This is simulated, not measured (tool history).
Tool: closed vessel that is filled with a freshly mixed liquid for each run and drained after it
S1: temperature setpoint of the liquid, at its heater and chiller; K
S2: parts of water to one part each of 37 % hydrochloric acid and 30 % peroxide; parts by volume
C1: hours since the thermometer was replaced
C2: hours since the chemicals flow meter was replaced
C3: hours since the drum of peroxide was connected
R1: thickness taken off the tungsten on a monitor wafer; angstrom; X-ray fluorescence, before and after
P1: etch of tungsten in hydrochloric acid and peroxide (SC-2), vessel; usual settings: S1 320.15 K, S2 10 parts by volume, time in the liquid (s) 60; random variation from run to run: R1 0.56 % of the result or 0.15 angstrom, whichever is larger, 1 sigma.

{"run": 1, "hour": 11.8, "S1": 320.15, "S2": 10, "time in the liquid (s)": 60, "C1": 480.1, "C2": 1240.5, "C3": 517.7, "R1": 188.05}
{"run": 2, "hour": 25.6, "S1": 320.15, "S2": 10, "time in the liquid (s)": 60, "C1": 493.9, "C2": 1254.3, "C3": 531.5, "R1": 189.55}
{"run": 3, "hour": 37.9, "S1": 320.15, "S2": 4, "time in the liquid (s)": 60, "C1": 506.2, "C2": 1266.6, "C3": 543.8, "R1": 375.74}
{"run": 4, "hour": 55.8, "S1": 308.15, "S2": 10, "time in the liquid (s)": 60, "C1": 524.1, "C2": 1284.5, "C3": 561.7, "R1": 79.788}
{"run": 5, "hour": 69.7, "S1": 320.15, "S2": 10, "time in the liquid (s)": 60, "C1": 538, "C2": 1298.4, "C3": 575.6, "R1": 187.42}
{"run": 6, "hour": 85.7, "S1": 320.15, "S2": 10, "time in the liquid (s)": 120, "C1": 554, "C2": 1314.4, "C3": 591.6, "R1": 374.35}
{"run": 7, "hour": 96.3, "S1": 320.15, "S2": 14.5, "time in the liquid (s)": 60, "C1": 564.6, "C2": 1325, "C3": 602.2, "R1": 136.85}
{"run": 8, "hour": 113.7, "S1": 327.65, "S2": 10, "time in the liquid (s)": 60, "C1": 582, "C2": 1342.4, "C3": 619.6, "R1": 307.27}
{"run": 9, "hour": 130.8, "S1": 308.15, "S2": 13.5, "time in the liquid (s)": 60, "C1": 599.1, "C2": 1359.5, "C3": 636.7, "R1": 62.145}
{"run": 10, "hour": 147.3, "S1": 320.15, "S2": 10, "time in the liquid (s)": 60, "C1": 615.6, "C2": 1376, "C3": 653.2, "R1": 188.99}
{"hour": 150.3, "done": "thermometer replaced"}
{"run": 11, "hour": 162.5, "S1": 320.15, "S2": 10, "time in the liquid (s)": 30, "C1": 12.2, "C2": 1391.2, "C3": 668.4, "R1": 93.45}
{"run": 12, "hour": 178.3, "S1": 320.15, "S2": 10, "time in the liquid (s)": 60, "C1": 28, "C2": 1407, "C3": 684.2, "R1": 187.72}
{"run": 13, "hour": 189.3, "S1": 320.15, "S2": 10, "time in the liquid (s)": 60, "C1": 39, "C2": 1418, "C3": 695.2, "R1": 185.39}
{"run": 14, "hour": 204.9, "S1": 320.15, "S2": 10, "time in the liquid (s)": 60, "C1": 54.6, "C2": 1433.6, "C3": 710.8, "R1": 187.72}
{"run": 15, "hour": 215.7, "S1": 320.15, "S2": 10, "time in the liquid (s)": 60, "C1": 65.4, "C2": 1444.4, "C3": 721.6, "R1": 182.06}
{"run": 16, "hour": 229.0, "S1": 320.15, "S2": 10, "time in the liquid (s)": 60, "C1": 78.7, "C2": 1457.7, "C3": 734.9, "R1": 178.31}

The next listed run, before its measurement:
{"run": 17, "hour": 241.4, "S1": 320.15, "S2": 10, "time in the liquid (s)": 60, "C1": 91.1, "C2": 1470.1, "C3": 747.3, "R1": "?"}

R1: 174.11 angstrom
